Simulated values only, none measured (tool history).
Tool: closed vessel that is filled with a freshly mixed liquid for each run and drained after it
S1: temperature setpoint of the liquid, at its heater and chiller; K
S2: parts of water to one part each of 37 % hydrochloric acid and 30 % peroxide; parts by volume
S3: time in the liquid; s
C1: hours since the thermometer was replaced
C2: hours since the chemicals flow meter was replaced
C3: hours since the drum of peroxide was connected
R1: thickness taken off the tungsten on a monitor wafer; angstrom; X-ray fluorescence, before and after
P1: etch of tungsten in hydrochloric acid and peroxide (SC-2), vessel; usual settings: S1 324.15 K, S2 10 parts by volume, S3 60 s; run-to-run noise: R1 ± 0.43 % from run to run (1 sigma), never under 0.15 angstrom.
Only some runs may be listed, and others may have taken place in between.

Run 1, hour 11.5: S1 324.15 K, S2 10 parts by volume, S3 60 s; C1 524.6; C2 583.1; C3 236.6. Result: R1 133.660 angstrom.
Run 2, hour 19.8: S1 324.15 K, S2 18 parts by volume, S3 60 s; C1 532.9; C2 591.4; C3 244.9. Result: R1 80.254 angstrom.
Run 3, hour 33.8: S1 324.15 K, S2 10 parts by volume, S3 60 s; C1 546.9; C2 605.4; C3 258.9. Result: R1 134.480 angstrom.
Run 4, hour 46.0: S1 324.15 K, S2 10 parts by volume, S3 60 s; C1 559.1; C2 617.6; C3 271.1. Result: R1 133.680 angstrom.
Run 5, hour 56.8: S1 308.65 K, S2 10 parts by volume, S3 60 s; C1 569.9; C2 628.4; C3 281.9. Result: R1 45.824 angstrom.
Run 6, hour 67.3: S1 324.15 K, S2 10 parts by volume, S3 60 s; C1 580.4; C2 638.9; C3 292.4. Result: R1 133.830 angstrom.
Run 7, hour 79.8: S1 324.15 K, S2 10 parts by volume, S3 60 s; C1 592.9; C2 651.4; C3 304.9. Result: R1 133.640 angstrom.
Run 8, hour 89.7: S1 324.15 K, S2 4 parts by volume, S3 60 s; C1 602.8; C2 661.3; C3 314.8. Result: R1 265.800 angstrom.
Run 9, hour 101.9: S1 340.15 K, S2 10 parts by volume, S3 60 s; C1 615.0; C2 673.5; C3 327.0. Result: R1 368.360 angstrom.
At hour 105.2: new drum of peroxide connected.
Run 10, hour 111.6: S1 324.15 K, S2 10 parts by volume, S3 30 s; C1 624.7; C2 683.2; C3 6.5. Result: R1 66.961 angstrom.
Run 11, hour 123.8: S1 324.15 K, S2 14 parts by volume, S3 105 s; C1 636.9; C2 695.4; C3 18.7. Result: R1 175.360 angstrom.
Run 12, hour 135.9: S1 324.15 K, S2 10 parts by volume, S3 100 s; C1 649.0; C2 707.5; C3 30.8. Result: R1 223.000 angstrom.
Run 13, hour 143.6: S1 324.15 K, S2 10 parts by volume, S3 60 s; C1 656.7; C2 715.2; C3 38.5. Result: R1 133.700 angstrom.
Run 14, hour 150.5: S1 324.15 K, S2 10 parts by volume, S3 60 s; C1 663.6; C2 722.1; C3 45.4. Result: R1 137.520 angstrom.
Run 15, hour 158.0: S1 324.15 K, S2 10 parts by volume, S3 60 s; C1 671.1; C2 729.6; C3 52.9. Result: R1 139.090 angstrom.
Run 16, hour 169.7: S1 324.15 K, S2 10 parts by volume, S3 60 s; C1 682.8; C2 741.3; C3 64.6. Result: R1 140.820 angstrom.
Run 17, hour 176.6: S1 324.15 K, S2 10 parts by volume, S3 60 s; C1 689.7; C2 748.2; C3 71.5. Result: R1 142.760 angstrom.
Run 18, hour 186.5: S1 324.15 K, S2 10 parts by volume, S3 60 s; C1 699.6; C2 758.1; C3 81.4. Result: R1 143.270 angstrom.
Run 19, hour 198.9: S1 324.15 K, S2 10 parts by volume, S3 60 s; C1 712.0; C2 770.5; C3 93.8. Result: R1 145.360 angstrom.
Run 20, hour 208.1: S1 324.15 K, S2 10 parts by volume, S3 60 s; C1 721.2; C2 779.7; C3 103.0. Result: R1 144.960 angstrom.
Run 21, hour 221.9: S1 324.15 K, S2 10 parts by volume, S3 60 s; C1 735.0; C2 793.5; C3 116.8. Result: R1 144.910 angstrom.
Run 22, hour 228.2: S1 324.15 K, S2 10 parts by volume, S3 60 s; C1 741.3; C2 799.8; C3 123.1. Result: R1 145.070 angstrom.
Run 23, hour 241.8: S1 324.15 K, S2 10 parts by volume, S3 60 s; C1 754.9; C2 813.4; C3 136.7. Result: R1 146.080 angstrom.

The output of P1 has drifted from where it used to be. Each of the 2 causes below, taken at the size shown beside it, accounts for the log equally well:
A: chemicals flow above the setpoint (%) = 10.3
B: liquid hotter than its thermometer reads (K) = 1.23
The drift started at roughly hour 143.6.
Why every other cause is out:
peroxide weaker than its label (%): 8 at the very most, moving R1 by -7.4 %, which is either too weak or the wrong sign

The list below offers 4 check runs, each averaging the results of 2 wafers, and shows each result as a question mark. For which of them would the listed causes give clearly different results?
Run check 1, hour 255.4: S1 312.15 K, S2 17.5 parts by volume, S3 60 s. Result: R1 ?.
Run check 2, hour 255.4: S1 315.65 K, S2 14.5 parts by volume, S3 60 s. Result: R1 ?.
Run check 3, hour 255.4: S1 337.15 K, S2 6.0 parts by volume, S3 60 s. Result: R1 ?.
Run check 4, hour 255.4: S1 311.15 K, S2 4.0 parts by volume, S3 60 s. Result: R1 ?.

Predicted outcomes, by check and by cause:
  check  result     if A     if B
check 1      R1   39.419   39.420
check 2      R1   59.546   59.545
check 3      R1  494.850  496.090
check 4      R1  116.520  119.320
Minimum pairwise separation of causes per check, each pair taken at its best-separating result: check 1 0 %; check 2 0 %; check 3 0.25 %; check 4 2.38 %
Of the check runs offered, only check 4 discriminates between the causes; the rest would read about the same regardless of which cause applies.

With check 4 done, the readings were: R1 115.800 angstrom. Identify which of the listed causes applies.

Of the candidate causes, it is A: chemicals flow above the setpoint (%).
